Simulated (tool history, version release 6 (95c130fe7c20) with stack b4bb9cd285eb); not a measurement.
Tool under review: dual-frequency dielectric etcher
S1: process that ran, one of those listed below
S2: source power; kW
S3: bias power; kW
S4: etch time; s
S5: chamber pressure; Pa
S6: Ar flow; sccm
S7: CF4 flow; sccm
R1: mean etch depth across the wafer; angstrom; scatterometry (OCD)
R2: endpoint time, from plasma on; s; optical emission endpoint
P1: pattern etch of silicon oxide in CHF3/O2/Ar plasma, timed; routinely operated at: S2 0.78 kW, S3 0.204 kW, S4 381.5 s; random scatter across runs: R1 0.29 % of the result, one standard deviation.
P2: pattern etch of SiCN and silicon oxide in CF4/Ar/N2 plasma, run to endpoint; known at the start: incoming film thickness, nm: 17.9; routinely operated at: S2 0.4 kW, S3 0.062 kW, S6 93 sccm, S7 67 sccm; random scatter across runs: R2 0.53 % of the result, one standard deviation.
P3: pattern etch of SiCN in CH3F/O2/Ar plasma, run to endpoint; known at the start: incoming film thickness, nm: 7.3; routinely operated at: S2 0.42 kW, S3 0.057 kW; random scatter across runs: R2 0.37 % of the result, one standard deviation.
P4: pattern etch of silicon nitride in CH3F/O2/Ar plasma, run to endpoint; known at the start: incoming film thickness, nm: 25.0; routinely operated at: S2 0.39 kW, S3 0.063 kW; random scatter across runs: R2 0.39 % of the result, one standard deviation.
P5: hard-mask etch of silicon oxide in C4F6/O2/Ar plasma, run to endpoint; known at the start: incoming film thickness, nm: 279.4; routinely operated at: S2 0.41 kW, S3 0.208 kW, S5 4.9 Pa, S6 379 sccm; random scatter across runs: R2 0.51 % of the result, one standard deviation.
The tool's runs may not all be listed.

run 1 hour=15.1 | S1=P1 S2=0.78 S3=0.204 S4=381.5 | R1=8568.8
run 2 hour=22.6 | S1=P5 S2=0.41 S3=0.208 S5=6.8 S6=379 | R2=96.158
run 3 hour=33.6 | S1=P2 S2=0.4 S3=0.036 S6=93 S7=67 | R2=28.627
run 4 hour=43.3 | S1=P2 S2=0.27 S3=0.062 S6=93 S7=67 | R2=34.149
run 5 hour=50.7 | S1=P2 S2=0.4 S3=0.062 S6=70 S7=67 | R2=23.269
run 6 hour=60.5 | S1=P3 S2=0.42 S3=0.057 | R2=20.868
run 7 hour=76.2 | S1=P1 S2=0.78 S3=0.204 S4=381.5 | R1=8585.4
run 8 hour=87.2 | S1=P5 S2=0.41 S3=0.155 S5=4.9 S6=379 | R2=100.55
run 9 hour=101 | S1=P4 S2=0.39 S3=0.063 | R2=39.06
run 10 hour=113.2 | S1=P1 S2=0.51 S3=0.204 S4=381.5 | R1=7306
run 11 hour=120.8 | S1=P5 S2=0.56 S3=0.208 S5=4.9 S6=379 | R2=81.997
run 12 hour=136.7 | S1=P1 S2=0.63 S3=0.253 S4=381.5 | R1=8566.7
run 13 hour=151.3 | S1=P3 S2=0.42 S3=0.057 | R2=20.886
run 14 hour=158.8 | S1=P5 S2=0.41 S3=0.208 S5=4.9 S6=450 | R2=93.998
run 15 hour=171.4 | S1=P1 S2=0.95 S3=0.204 S4=381.5 | R1=9238.3
run 16 hour=181.4 | S1=P3 S2=0.27 S3=0.057 | R2=24.515
run 17 hour=195.5 | S1=P1 S2=0.78 S3=0.269 S4=381.5 | R1=9471.9
run 18 hour=205.9 | S1=P4 S2=0.49 S3=0.063 | R2=35.494
run 19 hour=214 | S1=P1 S2=0.78 S3=0.162 S4=381.5 | R1=7956.1
run 20 hour=223.2 | S1=P2 S2=0.4 S3=0.062 S6=93 S7=90 | R2=23.204
run 21 hour=234.3 | S1=P1 S2=0.78 S3=0.204 S4=464.5 | R1=10420
run 22 hour=241.4 | S1=P1 S2=0.78 S3=0.204 S4=381.5 | R1=8580.9
run 23 hour=254.5 | S1=P1 S2=0.78 S3=0.204 S4=225 | R1=5060.3
run 24 hour=262.2 | S1=P1 S2=0.92 S3=0.204 S4=264 | R1=6297.9
run 25 hour=273.3 | S1=P4 S2=0.39 S3=0.077 | R2=36.256
-- hour=277.6 source power generator calibrated
run 26 hour=281.6 | S1=P1 S2=0.78 S3=0.204 S4=381.5 | R1=8596.5
run 27 hour=295.7 | S1=P5 S2=0.41 S3=0.208 S5=4.9 S6=379 | R2=92.836
run 28 hour=310.1 | S1=P1 S2=0.78 S3=0.204 S4=381.5 | R1=8582.5
run 29 hour=320.2 | S1=P2 S2=0.4 S3=0.062 S6=93 S7=67 | R2=24.324
run 30 hour=334.5 | S1=P3 S2=0.42 S3=0.035 | R2=24.315
run 31 hour=349 | S1=P1 S2=0.78 S3=0.204 S4=381.5 | R1=8525.1
run 32 hour=359.7 | S1=P1 S2=0.78 S3=0.204 S4=381.5 | R1=8507.4
run 33 hour=373.4 | S1=P1 S2=0.78 S3=0.204 S4=381.5 | R1=8461.7
run 34 hour=386.2 | S1=P1 S2=0.78 S3=0.204 S4=381.5 | R1=8452.4
-- hour=386.7 wet clean of the chamber
run 35 hour=399.6 | S1=P1 S2=0.78 S3=0.204 S4=381.5 | R1=8464.4
run 36 hour=410.3 | S1=P1 S2=0.78 S3=0.204 S4=381.5 | R1=8467.7
run 37 hour=421.9 | S1=P1 S2=0.78 S3=0.204 S4=381.5 | R1=8452.2

The output of P1 has drifted from where it used to be. Each of the 2 causes below, taken at the size shown beside it, accounts for the log equally well:
A: bias power that arrives under what is set, % = 4.56
B: source power that arrives under what is set, % = 4.04
The gradual shift began around hour 349.
What rules out each remaining cause:
chamber walls in a state that lowers the etch rate, %: maintenance at hour 386.7, after the shift began, did not return the process to its former output

The 4 check runs listed below each average the results of 5 wafers, and their outcomes are marked with question marks. Under which run would the listed causes produce clearly different results?
run check 1 hour=433.5 | S1=P5 S2=0.41 S3=0.208 S5=4.9 S6=379 | R2=?
run check 2 hour=433.5 | S1=P4 S2=0.39 S3=0.063 | R2=?
run check 3 hour=433.5 | S1=P3 S2=0.42 S3=0.057 | R2=?
run check 4 hour=433.5 | S1=P2 S2=0.4 S3=0.062 S6=93 S7=67 | R2=?

Check results expected under each cause:
check=check_1 result=R2 if_A=93.525 if_B=93.602
check=check_2 result=R2 if_A=39.449 if_B=39.462
check=check_3 result=R2 if_A=21.159 if_B=21.165
check=check_4 result=R2 if_A=24.592 if_B=25.121
Separation of the two closest causes in each check, using whichever result separates them best: check 1 0.08 %; check 2 0.03 %; check 3 0.03 %; check 4 2.13 %
The causes can be told apart only by check 4. The other checks would give nearly the same results under each of them.

Check 4 was carried out, with these results: R2 24.991 s. Which of the listed causes is responsible?

It is B: source power that arrives under what is set, %.
